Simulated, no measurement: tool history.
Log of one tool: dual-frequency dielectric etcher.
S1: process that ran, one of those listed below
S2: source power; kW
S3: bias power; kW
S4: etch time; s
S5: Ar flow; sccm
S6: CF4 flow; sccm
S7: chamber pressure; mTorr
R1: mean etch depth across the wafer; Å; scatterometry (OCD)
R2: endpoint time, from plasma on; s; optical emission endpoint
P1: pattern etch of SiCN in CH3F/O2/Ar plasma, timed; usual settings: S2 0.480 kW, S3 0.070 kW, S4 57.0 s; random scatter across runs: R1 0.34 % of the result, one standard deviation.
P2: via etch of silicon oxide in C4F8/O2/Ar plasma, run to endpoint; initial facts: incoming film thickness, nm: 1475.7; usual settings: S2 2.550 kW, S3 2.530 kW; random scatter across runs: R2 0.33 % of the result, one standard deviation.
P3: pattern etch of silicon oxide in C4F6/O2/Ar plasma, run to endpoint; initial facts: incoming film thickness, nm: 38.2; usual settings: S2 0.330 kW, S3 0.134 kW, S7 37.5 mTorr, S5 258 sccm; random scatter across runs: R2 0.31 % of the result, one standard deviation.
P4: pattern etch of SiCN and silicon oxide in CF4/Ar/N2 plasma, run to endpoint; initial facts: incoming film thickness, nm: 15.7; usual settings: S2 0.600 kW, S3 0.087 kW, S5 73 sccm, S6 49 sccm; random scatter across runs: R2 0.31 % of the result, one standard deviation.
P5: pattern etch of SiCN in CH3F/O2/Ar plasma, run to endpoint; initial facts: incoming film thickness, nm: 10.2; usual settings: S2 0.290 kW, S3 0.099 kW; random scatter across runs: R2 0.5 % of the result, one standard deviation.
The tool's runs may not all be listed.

| run | hour | S1 | S2 | S3 | S4 | S5 | S6 | S7 | R1 | R2 |
|---|---|---|---|---|---|---|---|---|---|---|
| 1 | 6.7 | P1 | 0.480 | 0.070 | 57.0 |  |  |  | 231.99 |  |
| 2 | 15.0 | P4 | 0.600 | 0.087 |  | 47 | 49 |  |  | 12.374 |
| 3 | 23.6 | P5 | 0.290 | 0.099 |  |  |  |  |  | 27.473 |
| 4 | 34.4 | P1 | 0.480 | 0.046 | 57.0 |  |  |  | 202.14 |  |
| 5 | 45.8 | P2 | 2.020 | 2.530 |  |  |  |  |  | 269.530 |
| 6 | 53.4 | P3 | 0.330 | 0.134 |  | 169 |  | 37.5 |  | 13.810 |
| 7 | 62.2 | P4 | 0.600 | 0.087 |  | 73 | 49 |  |  | 13.219 |
| 8 | 68.0 | P3 | 0.440 | 0.134 |  | 258 |  | 37.5 |  | 12.961 |
| 9 | 76.5 | P3 | 0.330 | 0.077 |  | 258 |  | 37.5 |  | 16.860 |
| 10 | 81.8 | P1 | 0.570 | 0.070 | 80.0 |  |  |  | 348.81 |  |
| 11 | 91.1 | P1 | 0.590 | 0.070 | 57.0 |  |  |  | 252.60 |  |
| 12 | 99.0 | P1 | 0.480 | 0.070 | 32.5 |  |  |  | 132.47 |  |
| 13 | 107.1 | P5 | 0.390 | 0.099 |  |  |  |  |  | 24.856 |
| 14 | 117.9 | P2 | 2.550 | 2.530 |  |  |  |  |  | 245.650 |
| 15 | 127.8 | P1 | 0.480 | 0.070 | 57.0 |  |  |  | 232.36 |  |
| 16 | 139.0 | P4 | 0.790 | 0.087 |  | 73 | 49 |  |  | 10.378 |
|  | 143.8 | bias power generator calibrated |
| 17 | 148.2 | P1 | 0.370 | 0.070 | 45.0 |  |  |  | 165.04 |  |
| 18 | 158.8 | P1 | 0.390 | 0.070 | 57.0 |  |  |  | 214.06 |  |
| 19 | 167.6 | P1 | 0.480 | 0.070 | 57.0 |  |  |  | 232.51 |  |
| 20 | 172.8 | P2 | 2.550 | 3.552 |  |  |  |  |  | 221.770 |
| 21 | 178.3 | P4 | 0.600 | 0.121 |  | 73 | 49 |  |  | 11.714 |
| 22 | 187.6 | P3 | 0.330 | 0.134 |  | 258 |  | 37.5 |  | 14.494 |
| 23 | 196.1 | P1 | 0.480 | 0.097 | 57.0 |  |  |  | 261.83 |  |
| 24 | 201.9 | P1 | 0.480 | 0.070 | 73.0 |  |  |  | 298.72 |  |
| 25 | 211.8 | P3 | 0.330 | 0.134 |  | 258 |  | 25.0 |  | 13.742 |
| 26 | 217.9 | P4 | 0.600 | 0.087 |  | 73 | 67 |  |  | 12.690 |
| 27 | 228.1 | P5 | 0.290 | 0.140 |  |  |  |  |  | 24.049 |
| 28 | 233.8 | P4 | 0.600 | 0.087 |  | 73 | 49 |  |  | 13.210 |
| 29 | 242.1 | P1 | 0.480 | 0.070 | 57.0 |  |  |  | 233.01 |  |
| 30 | 251.5 | P5 | 0.290 | 0.099 |  |  |  |  |  | 27.583 |
| 31 | 257.1 | P1 | 0.480 | 0.070 | 57.0 |  |  |  | 231.87 |  |
| 32 | 263.6 | P1 | 0.480 | 0.070 | 57.0 |  |  |  | 231.92 |  |
| 33 | 272.4 | P1 | 0.480 | 0.070 | 57.0 |  |  |  | 229.49 |  |
| 34 | 277.6 | P1 | 0.480 | 0.070 | 57.0 |  |  |  | 228.68 |  |
|  | 283.0 | wet clean of the chamber |
| 35 | 283.7 | P1 | 0.480 | 0.070 | 57.0 |  |  |  | 230.10 |  |
| 36 | 291.8 | P1 | 0.480 | 0.070 | 57.0 |  |  |  | 228.20 |  |
| 37 | 298.1 | P1 | 0.480 | 0.070 | 57.0 |  |  |  | 228.77 |  |
| 38 | 310.0 | P1 | 0.480 | 0.070 | 57.0 |  |  |  | 229.27 |  |
| 39 | 315.5 | P1 | 0.480 | 0.070 | 57.0 |  |  |  | 227.76 |  |
| 40 | 320.8 | P1 | 0.480 | 0.070 | 57.0 |  |  |  | 227.80 |  |

The output of P1 has drifted from where it used to be. Each of the 2 causes below, taken at the size shown beside it, accounts for the log equally well:
A: source power that arrives under what is set, % = 4.41
B: bias power that arrives under what is set, % = 4.83
Creep in the process output first set in at about hour 257.1.
Why every other cause is out:
chamber walls in a state that lowers the etch rate, %: work on it at hour 283.0, done after the drift set in, did not restore what the process gave before

The check runs listed below each take one wafer, and their results are still question marks. Under which run would the listed causes lead to clearly different results?
| check 1 | 326.1 | P2 | 2.550 | 3.390 |  |  |  |  |  | ? |
| check 2 | 326.1 | P3 | 0.330 | 0.094 |  | 177 |  | 37.5 |  | ? |
| check 3 | 326.1 | P5 | 0.390 | 0.133 |  |  |  |  |  | ? |
| check 4 | 326.1 | P4 | 0.600 | 0.087 |  | 73 | 58 |  |  | ? |

Check results expected under each cause:
| check | result | if A | if B |
|---|---|---|---|
| check 1 | R2 | 228.860 | 228.370 |
| check 2 | R2 | 15.648 | 15.573 |
| check 3 | R2 | 22.477 | 22.547 |
| check 4 | R2 | 13.403 | 13.096 |
Smallest distance between any two causes, each pair judged by its most separating result, in per cent: check 1 0.21 %; check 2 0.48 %; check 3 0.31 %; check 4 2.32 %
Of the check runs offered, only check 4 discriminates between the causes; the rest would read about the same regardless of which cause applies.

With check 4 done, the readings were: R2 13.467 s. Identify which of the listed causes applies.

It is A: source power that arrives under what is set, %.
